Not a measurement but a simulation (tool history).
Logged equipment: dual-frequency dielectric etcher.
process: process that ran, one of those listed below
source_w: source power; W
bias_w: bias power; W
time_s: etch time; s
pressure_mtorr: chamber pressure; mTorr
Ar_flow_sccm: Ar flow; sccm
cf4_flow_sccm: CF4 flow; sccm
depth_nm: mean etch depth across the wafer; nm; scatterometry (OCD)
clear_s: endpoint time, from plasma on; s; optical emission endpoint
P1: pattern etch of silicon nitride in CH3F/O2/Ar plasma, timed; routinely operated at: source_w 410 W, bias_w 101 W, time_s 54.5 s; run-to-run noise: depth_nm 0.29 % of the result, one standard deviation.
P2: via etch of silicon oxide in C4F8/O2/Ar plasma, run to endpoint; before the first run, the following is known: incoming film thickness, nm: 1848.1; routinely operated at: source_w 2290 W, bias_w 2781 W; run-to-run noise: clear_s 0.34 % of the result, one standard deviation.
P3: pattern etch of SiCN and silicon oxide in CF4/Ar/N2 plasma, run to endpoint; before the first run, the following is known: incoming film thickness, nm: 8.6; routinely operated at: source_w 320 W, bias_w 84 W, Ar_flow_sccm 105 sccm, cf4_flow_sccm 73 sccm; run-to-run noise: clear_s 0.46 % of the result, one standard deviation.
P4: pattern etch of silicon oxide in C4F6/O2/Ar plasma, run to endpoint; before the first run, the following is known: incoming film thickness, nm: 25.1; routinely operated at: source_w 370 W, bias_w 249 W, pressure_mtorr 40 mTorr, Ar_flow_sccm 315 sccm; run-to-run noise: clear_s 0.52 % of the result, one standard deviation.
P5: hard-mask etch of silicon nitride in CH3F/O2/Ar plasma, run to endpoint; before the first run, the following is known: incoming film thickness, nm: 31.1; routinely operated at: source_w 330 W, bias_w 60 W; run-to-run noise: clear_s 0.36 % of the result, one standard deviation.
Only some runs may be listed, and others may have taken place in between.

run 1 hour=10.6 | process=P1 source_w=410 bias_w=101 time_s=54.5 | depth_nm=43.789
run 2 hour=19.2 | process=P1 source_w=410 bias_w=101 time_s=54.5 | depth_nm=43.191
run 3 hour=34.6 | process=P1 source_w=270 bias_w=101 time_s=54.5 | depth_nm=37.276
run 4 hour=47.5 | process=P1 source_w=410 bias_w=101 time_s=54.5 | depth_nm=43.243
run 5 hour=59.9 | process=P1 source_w=410 bias_w=101 time_s=54.5 | depth_nm=43.603
run 6 hour=75.7 | process=P2 source_w=2290 bias_w=2781 | clear_s=318.94
run 7 hour=89.6 | process=P2 source_w=2290 bias_w=3853 | clear_s=286.84
run 8 hour=102.6 | process=P4 source_w=370 bias_w=249 pressure_mtorr=31.5 Ar_flow_sccm=315 | clear_s=7.2989
run 9 hour=112.1 | process=P3 source_w=320 bias_w=84 Ar_flow_sccm=105 cf4_flow_sccm=73 | clear_s=12.491
run 10 hour=127.3 | process=P5 source_w=330 bias_w=48 | clear_s=55.648
run 11 hour=141.2 | process=P3 source_w=320 bias_w=84 Ar_flow_sccm=105 cf4_flow_sccm=73 | clear_s=12.524
run 12 hour=150.7 | process=P3 source_w=210 bias_w=84 Ar_flow_sccm=105 cf4_flow_sccm=73 | clear_s=18.206
run 13 hour=167.7 | process=P1 source_w=410 bias_w=101 time_s=54.5 | depth_nm=43.564
run 14 hour=180 | process=P1 source_w=410 bias_w=101 time_s=39 | depth_nm=31.055
run 15 hour=192.7 | process=P3 source_w=320 bias_w=55 Ar_flow_sccm=105 cf4_flow_sccm=73 | clear_s=14.394
run 16 hour=203.8 | process=P2 source_w=2290 bias_w=2781 | clear_s=318.39
run 17 hour=220 | process=P1 source_w=410 bias_w=134 time_s=54.5 | depth_nm=48.345
run 18 hour=235.2 | process=P3 source_w=320 bias_w=84 Ar_flow_sccm=76 cf4_flow_sccm=73 | clear_s=12.031
run 19 hour=245.3 | process=P4 source_w=370 bias_w=190 pressure_mtorr=40 Ar_flow_sccm=315 | clear_s=8.302
run 20 hour=253 | process=P3 source_w=320 bias_w=84 Ar_flow_sccm=105 cf4_flow_sccm=98 | clear_s=12.104
run 21 hour=262.7 | process=P1 source_w=410 bias_w=101 time_s=54.5 | depth_nm=43.657
run 22 hour=271.1 | process=P1 source_w=410 bias_w=139 time_s=75.5 | depth_nm=67.682
run 23 hour=283.9 | process=P1 source_w=410 bias_w=101 time_s=54.5 | depth_nm=43.613
run 24 hour=300 | process=P5 source_w=250 bias_w=60 | clear_s=57.227
run 25 hour=316.8 | process=P4 source_w=370 bias_w=249 pressure_mtorr=40 Ar_flow_sccm=315 | clear_s=7.5232
-- hour=320.9 source power generator calibrated
run 26 hour=332.6 | process=P4 source_w=370 bias_w=249 pressure_mtorr=40 Ar_flow_sccm=201 | clear_s=7.1764
run 27 hour=348.7 | process=P5 source_w=330 bias_w=60 | clear_s=51.792
run 28 hour=357.6 | process=P1 source_w=410 bias_w=74 time_s=54.5 | depth_nm=38.957
run 29 hour=366 | process=P4 source_w=460 bias_w=249 pressure_mtorr=40 Ar_flow_sccm=315 | clear_s=6.9627
run 30 hour=381.9 | process=P2 source_w=3220 bias_w=2781 | clear_s=277.43
run 31 hour=395.7 | process=P1 source_w=490 bias_w=101 time_s=54.5 | depth_nm=46.641
run 32 hour=407.9 | process=P1 source_w=410 bias_w=101 time_s=73 | depth_nm=58.601
run 33 hour=416.5 | process=P1 source_w=410 bias_w=101 time_s=54.5 | depth_nm=43.591
run 34 hour=425.2 | process=P1 source_w=410 bias_w=101 time_s=54.5 | depth_nm=43.688
run 35 hour=437.2 | process=P1 source_w=410 bias_w=101 time_s=54.5 | depth_nm=43.977

What does the tool deliver on the next run?
run 36 hour=448.5 | process=P1 source_w=410 bias_w=101 time_s=54.5 | depth_nm=?

Run 36 gave depth_nm 43.773 nm.

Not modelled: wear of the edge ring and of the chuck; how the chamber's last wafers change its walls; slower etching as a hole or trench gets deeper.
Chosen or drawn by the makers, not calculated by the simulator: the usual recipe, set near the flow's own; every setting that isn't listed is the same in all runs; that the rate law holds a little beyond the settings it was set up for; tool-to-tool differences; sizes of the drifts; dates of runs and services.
